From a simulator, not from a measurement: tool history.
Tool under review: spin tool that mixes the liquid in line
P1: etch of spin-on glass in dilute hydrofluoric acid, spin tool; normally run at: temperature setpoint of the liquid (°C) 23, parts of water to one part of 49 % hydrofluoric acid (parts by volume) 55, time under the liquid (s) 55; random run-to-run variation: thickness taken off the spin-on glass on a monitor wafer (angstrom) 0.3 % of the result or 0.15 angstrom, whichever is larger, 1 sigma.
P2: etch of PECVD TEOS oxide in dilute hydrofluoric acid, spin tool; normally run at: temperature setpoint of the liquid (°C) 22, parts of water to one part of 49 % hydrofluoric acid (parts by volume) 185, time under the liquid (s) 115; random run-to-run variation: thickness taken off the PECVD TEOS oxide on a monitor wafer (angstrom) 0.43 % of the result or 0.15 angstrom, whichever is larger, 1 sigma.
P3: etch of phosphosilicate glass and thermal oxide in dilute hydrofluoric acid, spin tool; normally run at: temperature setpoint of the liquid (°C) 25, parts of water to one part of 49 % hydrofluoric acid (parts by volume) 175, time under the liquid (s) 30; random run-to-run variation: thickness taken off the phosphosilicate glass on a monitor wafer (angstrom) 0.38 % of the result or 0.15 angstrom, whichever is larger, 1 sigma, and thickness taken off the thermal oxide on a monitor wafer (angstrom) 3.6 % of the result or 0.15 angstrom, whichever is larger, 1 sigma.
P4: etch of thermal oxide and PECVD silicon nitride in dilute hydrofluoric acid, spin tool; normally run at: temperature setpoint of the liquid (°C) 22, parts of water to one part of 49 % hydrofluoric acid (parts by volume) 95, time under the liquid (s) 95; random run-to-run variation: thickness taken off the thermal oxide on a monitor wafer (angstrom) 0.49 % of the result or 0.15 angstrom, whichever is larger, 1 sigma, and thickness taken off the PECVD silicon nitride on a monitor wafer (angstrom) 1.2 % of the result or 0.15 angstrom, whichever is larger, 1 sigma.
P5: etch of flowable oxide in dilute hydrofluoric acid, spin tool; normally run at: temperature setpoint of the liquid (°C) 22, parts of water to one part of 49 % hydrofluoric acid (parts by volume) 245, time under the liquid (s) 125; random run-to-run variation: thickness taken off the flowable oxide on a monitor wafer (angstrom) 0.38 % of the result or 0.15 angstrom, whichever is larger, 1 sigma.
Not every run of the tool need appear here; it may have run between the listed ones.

| run | hour | process that ran | temperature setpoint of the liquid (°C) | parts of water to one part of 49 % hydrofluoric acid (parts by volume) | time under the liquid (s) | hours since the thermometer was replaced | hours since the hydrofluoric acid flow meter was replaced | thickness taken off the spin-on glass on a monitor wafer (angstrom) | thickness taken off the PECVD TEOS oxide on a monitor wafer (angstrom) | thickness taken off the thermal oxide on a monitor wafer (angstrom) | thickness taken off the PECVD silicon nitride on a monitor wafer (angstrom) | thickness taken off the flowable oxide on a monitor wafer (angstrom) | thickness taken off the phosphosilicate glass on a monitor wafer (angstrom) |
|---|---|---|---|---|---|---|---|---|---|---|---|---|---|
| 1 | 5 | P1 | 23 | 55 | 55 | 629.4 | 355.3 | 305.03 |  |  |  |  |  |
| 2 | 8.7 | P2 | 22 | 50 | 115 | 633.1 | 359 |  | 211.93 |  |  |  |  |
| 3 | 12.8 | P1 | 23 | 55 | 15 | 637.2 | 363.1 | 82.606 |  |  |  |  |  |
| 4 | 15.5 | P4 | 22 | 40 | 95 | 639.9 | 365.8 |  |  | 111.09 | 55.146 |  |  |
| 5 | 18.7 | P5 | 22 | 245 | 125 | 643.1 | 369 |  |  |  |  | 228.37 |  |
| 6 | 22 | P3 | 25 | 60 | 30 | 646.4 | 372.3 |  |  | 26.519 |  |  | 880.55 |
| 7 | 26 | P1 | 29 | 55 | 55 | 650.4 | 376.3 | 386.2 |  |  |  |  |  |
| 8 | 29.3 | P1 | 23 | 55 | 55 | 653.7 | 379.6 | 303.22 |  |  |  |  |  |
|  | 31.7 | thermometer replaced |
| 9 | 32.8 | P1 | 23 | 90 | 55 | 1.1 | 383.1 | 178.27 |  |  |  |  |  |
| 10 | 36.2 | P4 | 27.5 | 95 | 95 | 4.5 | 386.5 |  |  | 54.313 | 33.175 |  |  |
| 11 | 40.6 | P3 | 25 | 175 | 15 | 8.9 | 390.9 |  |  | 3.9961 |  |  | 130.66 |
| 12 | 43.6 | P4 | 22 | 95 | 180 | 11.9 | 393.9 |  |  | 82.625 | 45.179 |  |  |
| 13 | 46.8 | P2 | 22 | 185 | 15 | 15.1 | 397.1 |  | 6.2599 |  |  |  |  |
| 14 | 50.7 | P5 | 17 | 245 | 125 | 19 | 401 |  |  |  |  | 189.31 |  |
| 15 | 54.8 | P2 | 22 | 185 | 115 | 23.1 | 405.1 |  | 48.974 |  |  |  |  |
| 16 | 57.5 | P5 | 22 | 70 | 125 | 25.8 | 407.8 |  |  |  |  | 976.97 |  |
| 17 | 61.1 | P2 | 26 | 185 | 115 | 29.4 | 411.4 |  | 56.89 |  |  |  |  |
| 18 | 66.1 | P5 | 22 | 245 | 125 | 34.4 | 416.4 |  |  |  |  | 231.09 |  |
| 19 | 70 | P1 | 18 | 55 | 85 | 38.3 | 420.3 | 382.23 |  |  |  |  |  |
| 20 | 73.1 | P4 | 22 | 95 | 95 | 41.4 | 423.4 |  |  | 43.28 | 24.142 |  |  |
| 21 | 78 | P1 | 23 | 55 | 55 | 46.3 | 428.3 | 303.29 |  |  |  |  |  |
| 22 | 80.3 | P1 | 23 | 55 | 105 | 48.6 | 430.6 | 579.89 |  |  |  |  |  |
| 23 | 82.9 | P1 | 23 | 30 | 55 | 51.2 | 433.2 | 575.49 |  |  |  |  |  |
| 24 | 87.5 | P3 | 25 | 175 | 30 | 55.8 | 437.8 |  |  | 7.7455 |  |  | 260.99 |
| 25 | 92.7 | P1 | 23 | 55 | 55 | 61 | 443 | 304.09 |  |  |  |  |  |
| 26 | 96.7 | P1 | 27.5 | 55 | 85 | 65 | 447 | 564.49 |  |  |  |  |  |
| 27 | 100.2 | P1 | 17 | 55 | 55 | 68.5 | 450.5 | 234.87 |  |  |  |  |  |
| 28 | 103.7 | P1 | 23 | 55 | 55 | 72 | 454 | 305.22 |  |  |  |  |  |
| 29 | 108.2 | P5 | 22 | 245 | 235 | 76.5 | 458.5 |  |  |  |  | 433.36 |  |
| 30 | 111.3 | P3 | 17.5 | 175 | 30 | 79.6 | 461.6 |  |  | 5.7412 |  |  | 194.98 |
| 31 | 113.9 | P1 | 23 | 55 | 55 | 82.2 | 464.2 | 304.02 |  |  |  |  |  |
| 32 | 116.8 | P1 | 23 | 55 | 55 | 85.1 | 467.1 | 292.66 |  |  |  |  |  |
| 33 | 122 | P1 | 23 | 55 | 55 | 90.3 | 472.3 | 281.84 |  |  |  |  |  |
| 34 | 126.3 | P1 | 23 | 55 | 55 | 94.6 | 476.6 | 277.92 |  |  |  |  |  |
| 35 | 129.1 | P1 | 23 | 55 | 55 | 97.4 | 479.4 | 276.32 |  |  |  |  |  |
| 36 | 131.4 | P1 | 23 | 55 | 55 | 99.7 | 481.7 | 274.36 |  |  |  |  |  |
| 37 | 135.8 | P1 | 23 | 55 | 55 | 104.1 | 486.1 | 274.32 |  |  |  |  |  |

P1 has crept away from where it was. The log is fitted equally well by each of these 2 causes, at the sizes shown:
A: liquid colder than its thermometer reads (K) = 2.4
B: hydrofluoric acid flow below the setpoint (%) = 8.87
The drift started at roughly hour 113.9.

You are offered 4 check runs, listed below with question marks in place of their results; each one averages 2 wafers. Which run separates the listed causes by giving clearly different results for each?
| check 1 | 140.2 | P2 | 22 | 95 | 115 |  |  |  | ? |  |  |  |  |
| check 2 | 140.2 | P4 | 22 | 50 | 175 |  |  |  |  | ? | ? |  |  |
| check 3 | 140.2 | P5 | 17 | 120 | 125 |  |  |  |  |  |  | ? |  |
| check 4 | 140.2 | P3 | 25 | 65 | 15 |  |  |  |  | ? |  |  | ? |

What each check would give under each cause:
| check | result | if A | if B |
|---|---|---|---|
| check 1 | thickness taken off the PECVD TEOS oxide on a monitor wafer (angstrom) | 95.224 | 94.697 |
| check 2 | thickness taken off the thermal oxide on a monitor wafer (angstrom) | 145.43 | 145.76 |
| check 2 | thickness taken off the PECVD silicon nitride on a monitor wafer (angstrom) | 70.269 | 75.744 |
| check 3 | thickness taken off the flowable oxide on a monitor wafer (angstrom) | 394.05 | 392.72 |
| check 4 | thickness taken off the thermal oxide on a monitor wafer (angstrom) | 10.565 | 10.527 |
| check 4 | thickness taken off the phosphosilicate glass on a monitor wafer (angstrom) | 365.58 | 364.29 |
Distance between the nearest two causes, measured in the result of the check that separates them most: check 1 0.56 %; check 2 7.5 %; check 3 0.34 %; check 4 0.35 %
Only check 2 tells the causes apart: in the others they would give nearly the same result.

Then check 2 was run and gave: thickness taken off the thermal oxide on a monitor wafer (angstrom) 145.25; thickness taken off the PECVD silicon nitride on a monitor wafer (angstrom) 76.292. Which cause is it?

It is B: hydrofluoric acid flow below the setpoint (%).
